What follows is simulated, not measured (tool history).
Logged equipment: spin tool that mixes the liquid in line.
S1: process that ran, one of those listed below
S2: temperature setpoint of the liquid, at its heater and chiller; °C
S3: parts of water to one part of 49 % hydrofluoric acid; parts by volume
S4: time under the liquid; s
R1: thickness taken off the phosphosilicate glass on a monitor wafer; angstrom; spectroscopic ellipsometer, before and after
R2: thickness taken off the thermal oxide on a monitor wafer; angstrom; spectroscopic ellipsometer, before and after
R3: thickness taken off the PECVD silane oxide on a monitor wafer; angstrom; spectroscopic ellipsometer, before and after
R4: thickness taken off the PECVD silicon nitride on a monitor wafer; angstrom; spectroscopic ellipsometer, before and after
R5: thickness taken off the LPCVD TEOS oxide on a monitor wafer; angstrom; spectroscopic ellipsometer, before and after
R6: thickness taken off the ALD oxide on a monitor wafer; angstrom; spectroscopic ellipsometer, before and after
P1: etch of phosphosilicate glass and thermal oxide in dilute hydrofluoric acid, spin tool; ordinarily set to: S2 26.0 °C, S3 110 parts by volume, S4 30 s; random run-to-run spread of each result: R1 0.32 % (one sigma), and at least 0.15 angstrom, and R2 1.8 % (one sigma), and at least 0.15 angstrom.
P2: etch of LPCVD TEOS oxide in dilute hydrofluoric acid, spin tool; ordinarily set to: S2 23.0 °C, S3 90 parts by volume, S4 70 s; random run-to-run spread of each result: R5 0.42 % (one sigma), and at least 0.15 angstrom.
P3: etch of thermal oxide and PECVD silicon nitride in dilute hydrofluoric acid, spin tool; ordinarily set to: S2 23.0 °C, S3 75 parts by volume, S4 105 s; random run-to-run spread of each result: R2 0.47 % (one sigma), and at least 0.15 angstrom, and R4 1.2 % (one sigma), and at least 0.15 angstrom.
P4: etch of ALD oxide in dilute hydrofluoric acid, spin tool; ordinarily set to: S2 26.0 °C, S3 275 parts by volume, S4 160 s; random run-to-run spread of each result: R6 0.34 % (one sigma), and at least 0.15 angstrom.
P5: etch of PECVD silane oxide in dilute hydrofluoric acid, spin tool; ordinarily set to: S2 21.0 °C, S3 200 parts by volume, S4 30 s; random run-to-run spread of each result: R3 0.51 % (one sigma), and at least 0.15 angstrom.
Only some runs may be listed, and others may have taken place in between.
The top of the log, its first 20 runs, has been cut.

run   hour  S1    S2   S3   S4      R1       R2       R3       R4  R5       R6
 21  102.7  P5  21.0  200   55                   109.180
 22  107.9  P1  26.0  190   30  264.06   7.2632
 23  114.3  P1  26.0  110   15  250.36   7.2804
 24  118.0  P1  26.0  110   30  500.44  13.5880
 25  121.9  P3  27.5   75  105          79.4320           29.3140
 26  128.0  P1  26.0  110   30  501.14  13.5190
 27  132.2  P4  19.0  275  160                                          84.758
 28  139.2  P4  26.0  275   15                                          10.022
 29  146.8  P4  26.0  275  160                                         107.290
 30  152.3  P5  21.0  200   30                    59.827
 31  159.5  P1  26.0  110   30  499.85  13.4670
 32  165.4  P1  26.0  110   30  514.67  14.6940
 33  171.8  P1  26.0  110   30  523.13  14.2080
 34  179.1  P1  26.0  110   30  531.56  14.2280
 35  184.7  P1  26.0  110   30  532.09  14.2680
 36  188.0  P1  26.0  110   30  532.54  14.7280
 37  193.5  P1  26.0  110   30  537.03  14.8520
 38  199.5  P1  26.0  110   30  535.57  14.7180

Expected results for the next run?
 39  207.0  P1  26.0  110  30   ?   ?

R1: 535.40 angstrom
R2: 14.5370 angstrom

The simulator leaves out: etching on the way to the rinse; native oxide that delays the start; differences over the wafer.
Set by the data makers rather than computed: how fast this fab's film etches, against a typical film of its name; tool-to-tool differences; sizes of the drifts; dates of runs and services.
